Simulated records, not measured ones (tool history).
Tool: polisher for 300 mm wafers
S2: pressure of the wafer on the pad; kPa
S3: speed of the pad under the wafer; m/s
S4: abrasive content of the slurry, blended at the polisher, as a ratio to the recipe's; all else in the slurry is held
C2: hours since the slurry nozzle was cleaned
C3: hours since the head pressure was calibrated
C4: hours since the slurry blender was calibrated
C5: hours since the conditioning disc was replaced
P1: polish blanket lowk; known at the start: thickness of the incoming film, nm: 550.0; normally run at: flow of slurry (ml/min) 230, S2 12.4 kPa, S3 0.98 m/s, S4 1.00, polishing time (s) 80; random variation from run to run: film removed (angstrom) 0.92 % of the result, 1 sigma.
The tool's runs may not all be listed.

Run 1, day 0.146: flow of slurry (ml/min) 230, S2 12.4 kPa, S3 0.98 m/s, S4 1.00, polishing time (s) 80; wafers polished on this pad 710; C2 178.4; C3 1144.2; C4 194.7; C5 50.7. Result: film removed (angstrom) 299.79.
Run 2, day 0.383: flow of slurry (ml/min) 230, S2 12.4 kPa, S3 0.98 m/s, S4 1.00, polishing time (s) 80; wafers polished on this pad 757; C2 184.1; C3 1149.9; C4 200.4; C5 56.4. Result: film removed (angstrom) 303.10.
Run 3, day 0.579: flow of slurry (ml/min) 140, S2 12.4 kPa, S3 0.98 m/s, S4 1.00, polishing time (s) 80; wafers polished on this pad 796; C2 188.8; C3 1154.6; C4 205.1; C5 61.1. Result: film removed (angstrom) 280.87.
Run 4, day 0.758: flow of slurry (ml/min) 230, S2 7.6 kPa, S3 0.98 m/s, S4 1.00, polishing time (s) 80; wafers polished on this pad 831; C2 193.1; C3 1158.9; C4 209.4; C5 65.4. Result: film removed (angstrom) 189.52.
Run 5, day 0.988: flow of slurry (ml/min) 230, S2 12.4 kPa, S3 0.98 m/s, S4 1.00, polishing time (s) 48; wafers polished on this pad 876; C2 198.6; C3 1164.4; C4 214.9; C5 70.9. Result: film removed (angstrom) 181.93.
Run 6, day 1.133: flow of slurry (ml/min) 230, S2 12.4 kPa, S3 0.56 m/s, S4 1.00, polishing time (s) 80; wafers polished on this pad 905; C2 202.1; C3 1167.9; C4 218.4; C5 74.4. Result: film removed (angstrom) 194.83.
Run 7, day 1.400: flow of slurry (ml/min) 230, S2 12.4 kPa, S3 1.40 m/s, S4 1.00, polishing time (s) 80; wafers polished on this pad 957; C2 208.5; C3 1174.3; C4 224.8; C5 80.8. Result: film removed (angstrom) 403.27.
Run 8, day 1.608: flow of slurry (ml/min) 230, S2 12.4 kPa, S3 0.98 m/s, S4 0.50, polishing time (s) 80; wafers polished on this pad 998; C2 213.5; C3 1179.3; C4 229.8; C5 85.8. Result: film removed (angstrom) 207.81.
Run 9, day 1.871: flow of slurry (ml/min) 230, S2 12.4 kPa, S3 0.98 m/s, S4 1.00, polishing time (s) 80; wafers polished on this pad 1050; C2 219.8; C3 1185.6; C4 236.1; C5 92.1. Result: film removed (angstrom) 309.52.
Run 10, day 2.125: flow of slurry (ml/min) 230, S2 16.5 kPa, S3 0.98 m/s, S4 1.30, polishing time (s) 80; wafers polished on this pad 1100; C2 225.9; C3 1191.7; C4 242.2; C5 98.2. Result: film removed (angstrom) 453.61.
Run 11, day 2.292: flow of slurry (ml/min) 290, S2 12.4 kPa, S3 0.98 m/s, S4 1.00, polishing time (s) 80; wafers polished on this pad 1133; C2 229.9; C3 1195.7; C4 246.2; C5 102.2. Result: film removed (angstrom) 312.58.
Run 12, day 2.496: flow of slurry (ml/min) 230, S2 12.4 kPa, S3 0.98 m/s, S4 1.00, polishing time (s) 80; wafers polished on this pad 1173; C2 234.8; C3 1200.6; C4 251.1; C5 107.1. Result: film removed (angstrom) 300.73.
Run 13, day 2.675: flow of slurry (ml/min) 230, S2 12.4 kPa, S3 0.98 m/s, S4 1.00, polishing time (s) 80; wafers polished on this pad 1208; C2 239.1; C3 1204.9; C4 255.4; C5 111.4. Result: film removed (angstrom) 307.18.
Run 14, day 2.829: flow of slurry (ml/min) 230, S2 12.4 kPa, S3 0.98 m/s, S4 1.00, polishing time (s) 105; wafers polished on this pad 1238; C2 242.8; C3 1208.6; C4 259.1; C5 115.1. Result: film removed (angstrom) 399.40.
Run 15, day 3.000: flow of slurry (ml/min) 230, S2 12.4 kPa, S3 0.98 m/s, S4 1.00, polishing time (s) 80; wafers polished on this pad 1272; C2 246.9; C3 1212.7; C4 263.2; C5 119.2. Result: film removed (angstrom) 305.88.
Run 16, day 3.196: flow of slurry (ml/min) 230, S2 15.9 kPa, S3 0.98 m/s, S4 1.00, polishing time (s) 80; wafers polished on this pad 1311; C2 251.6; C3 1217.4; C4 267.9; C5 123.9. Result: film removed (angstrom) 380.30.
Run 17, day 3.325: flow of slurry (ml/min) 230, S2 12.4 kPa, S3 0.98 m/s, S4 1.45, polishing time (s) 80; wafers polished on this pad 1336; C2 254.7; C3 1220.5; C4 271.0; C5 127.0. Result: film removed (angstrom) 356.22.
Run 18, day 3.479: flow of slurry (ml/min) 230, S2 12.4 kPa, S3 0.98 m/s, S4 1.00, polishing time (s) 80; wafers polished on this pad 1366; C2 258.4; C3 1224.2; C4 274.7; C5 130.7. Result: film removed (angstrom) 305.52.
Run 19, day 3.629: flow of slurry (ml/min) 230, S2 12.4 kPa, S3 0.98 m/s, S4 1.00, polishing time (s) 80; wafers polished on this pad 1396; C2 262.0; C3 1227.8; C4 278.3; C5 134.3. Result: film removed (angstrom) 286.00.
Run 20, day 3.746: flow of slurry (ml/min) 230, S2 12.4 kPa, S3 0.98 m/s, S4 1.00, polishing time (s) 80; wafers polished on this pad 1419; C2 264.8; C3 1230.6; C4 281.1; C5 137.1. Result: film removed (angstrom) 283.41.

The next listed run, before its measurement:
At day 3.904: head pressure recalibrated.
Run 21, day 3.921: flow of slurry (ml/min) 230, S2 12.4 kPa, S3 0.98 m/s, S4 1.00, polishing time (s) 80; wafers polished on this pad 1453; C2 269.0; C3 0.4; C4 285.3; C5 141.3. Result: film removed (angstrom) ?.

Run 21 gave film removed (angstrom) 276.55.
